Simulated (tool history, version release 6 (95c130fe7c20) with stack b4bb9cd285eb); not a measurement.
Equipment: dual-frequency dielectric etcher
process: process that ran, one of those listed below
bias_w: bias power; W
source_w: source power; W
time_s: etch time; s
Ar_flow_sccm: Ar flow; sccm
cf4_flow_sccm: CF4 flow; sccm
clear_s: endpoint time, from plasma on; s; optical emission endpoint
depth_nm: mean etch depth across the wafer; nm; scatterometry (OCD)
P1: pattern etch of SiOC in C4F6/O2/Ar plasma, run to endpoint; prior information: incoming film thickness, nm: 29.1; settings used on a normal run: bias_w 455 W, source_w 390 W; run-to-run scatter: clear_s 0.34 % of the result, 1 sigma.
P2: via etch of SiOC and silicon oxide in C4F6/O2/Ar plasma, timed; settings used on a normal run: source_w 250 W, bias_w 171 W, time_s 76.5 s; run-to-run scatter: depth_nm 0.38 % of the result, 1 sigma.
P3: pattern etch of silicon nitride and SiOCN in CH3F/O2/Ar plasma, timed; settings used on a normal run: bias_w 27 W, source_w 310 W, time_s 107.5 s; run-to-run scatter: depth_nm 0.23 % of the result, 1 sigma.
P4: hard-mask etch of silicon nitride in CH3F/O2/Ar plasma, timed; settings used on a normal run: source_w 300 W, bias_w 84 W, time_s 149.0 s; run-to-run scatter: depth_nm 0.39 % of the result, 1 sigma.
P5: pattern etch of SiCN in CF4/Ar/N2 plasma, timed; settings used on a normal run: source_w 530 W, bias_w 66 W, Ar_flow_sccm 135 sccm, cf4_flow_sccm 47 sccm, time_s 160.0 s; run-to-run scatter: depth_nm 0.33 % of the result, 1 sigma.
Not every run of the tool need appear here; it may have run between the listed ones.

run,hour,process,bias_w,source_w,time_s,Ar_flow_sccm,cf4_flow_sccm,hours since the last wet clean,hours since the last bias power generator calibration,hours since the last source power generator calibration,clear_s,depth_nm
1,17.3,P1,455,390,,,,182.7,492.1,959.3,9.9619,
2,32.5,P3,27,430,107.5,,,197.9,507.3,974.5,,16.196
3,44.9,P1,455,220,,,,210.3,519.7,986.9,12.2400,
4,52.6,P1,622,460,,,,218.0,527.4,994.6,8.3383,
5,66.9,P1,455,390,,,,232.3,541.7,1008.9,9.8679,
6,76.0,P3,16,310,107.5,,,241.4,550.8,1018.0,,11.499
7,90.5,P2,171,250,113.0,,,255.9,565.3,1032.5,,105.170
8,99.6,P3,27,310,107.5,,,265.0,574.4,1041.6,,14.504
9,108.9,P1,455,390,,,,274.3,583.7,1050.9,10.0100,
10,117.5,P5,66,700,160.0,135,47,282.9,592.3,1059.5,,182.940
11,128.6,P5,66,530,160.0,135,47,294.0,603.4,1070.6,,143.520
12,136.5,P4,84,300,149.0,,,301.9,611.3,1078.5,,98.807
13,152.7,P4,84,300,89.5,,,318.1,627.5,1094.7,,59.505
14,167.6,P1,455,390,,,,333.0,642.4,1109.6,9.9002,
15,181.0,P1,455,390,,,,346.4,655.8,1123.0,9.9329,
16,191.6,P1,455,390,,,,357.0,666.4,1133.6,9.9403,
17,206.3,P2,171,170,76.5,,,371.7,681.1,1148.3,,61.777
18,222.0,P4,110,300,149.0,,,387.4,696.8,1164.0,,109.590
19,233.5,P3,27,310,151.5,,,398.9,708.3,1175.5,,20.417
20,242.0,P5,66,530,89.0,135,47,407.4,716.8,1184.0,,80.484
21,252.8,P1,635,390,,,,418.2,727.6,1194.8,8.7552,
22,269.3,P1,455,470,,,,434.7,744.1,1211.3,9.2848,
23,277.7,P2,171,250,76.5,,,443.1,752.5,1219.7,,71.863
24,291.9,P3,27,310,107.5,,,457.3,766.7,1233.9,,14.540
25,299.7,P5,66,530,160.0,135,31,465.1,774.5,1241.7,,134.330
26,308.9,P5,66,530,160.0,188,47,474.3,783.7,1250.9,,136.550
27,322.4,P2,240,250,76.5,,,487.8,797.2,1264.4,,80.165
28,333.9,P4,84,380,149.0,,,499.3,808.7,1275.9,,107.600
29,342.9,P1,289,390,,,,508.3,817.7,1284.9,11.6940,
30,352.1,P5,88,530,160.0,135,47,517.5,826.9,1294.1,,161.070
31,366.0,P1,455,390,,,,531.4,840.8,1308.0,9.9350,
32,378.3,P1,455,390,,,,543.7,853.1,1320.3,9.8766,
33,391.5,P1,455,390,,,,556.9,866.3,1333.5,9.8152,
34,399.1,P1,455,390,,,,564.5,873.9,1341.1,9.8199,
35,409.1,P1,455,390,,,,574.5,883.9,1351.1,9.7903,
36,421.0,P1,455,390,,,,586.4,895.8,1363.0,9.8473,
37,431.4,P1,455,390,,,,596.8,906.2,1373.4,9.7690,
# hour 436.5: wet clean of the chamber
38,438.9,P1,455,390,,,,2.4,913.7,1380.9,9.7596,
39,451.1,P1,455,390,,,,14.6,925.9,1393.1,9.8405,
40,468.3,P1,455,390,,,,31.8,943.1,1410.3,9.7214,
41,482.4,P1,455,390,,,,45.9,957.2,1424.4,9.8084,

What P1 gives has crept off from where it sat before. The 2 causes that follow fit the log equally well, each at the size noted:
A: source power that arrives over what is set, % = 4.78
B: bias power that arrives over what is set, % = 4.79
The creep began at about hour 366.0.
Each remaining cause and why it is not a fit:
chamber walls in a state that raises the etch rate, %: serviced at hour 436.5, after the drift had started, without restoring the earlier output

The 4 check runs listed below each average the results of 2 wafers, and their outcomes are marked with question marks. Under which run would the listed causes produce clearly different results?
check 1,496.5,P5,66,530,160.0,188,47,,,,,?
check 2,496.5,P2,171,180,106.0,,,,,,,?
check 3,496.5,P3,16,360,107.5,,,,,,,?
check 4,496.5,P4,100,300,149.0,,,,,,,?

Check results expected under each cause:
check,result,if A,if B
check 1,depth_nm,141.400,138.430
check 2,depth_nm,89.219,89.038
check 3,depth_nm,12.315,12.352
check 4,depth_nm,107.450,107.480
Smallest distance between any two causes, each pair judged by its most separating result, in per cent: check 1 2.13 %; check 2 0.2 %; check 3 0.3 %; check 4 0.03 %
The other checks would show nearly matching results whichever cause is true, so check 1 is the only one that separates the causes.

After running check 1, the following was obtained: depth_nm 141.440 nm. Which cause does this point to?

The correct cause is A, namely: source power that arrives over what is set, %.
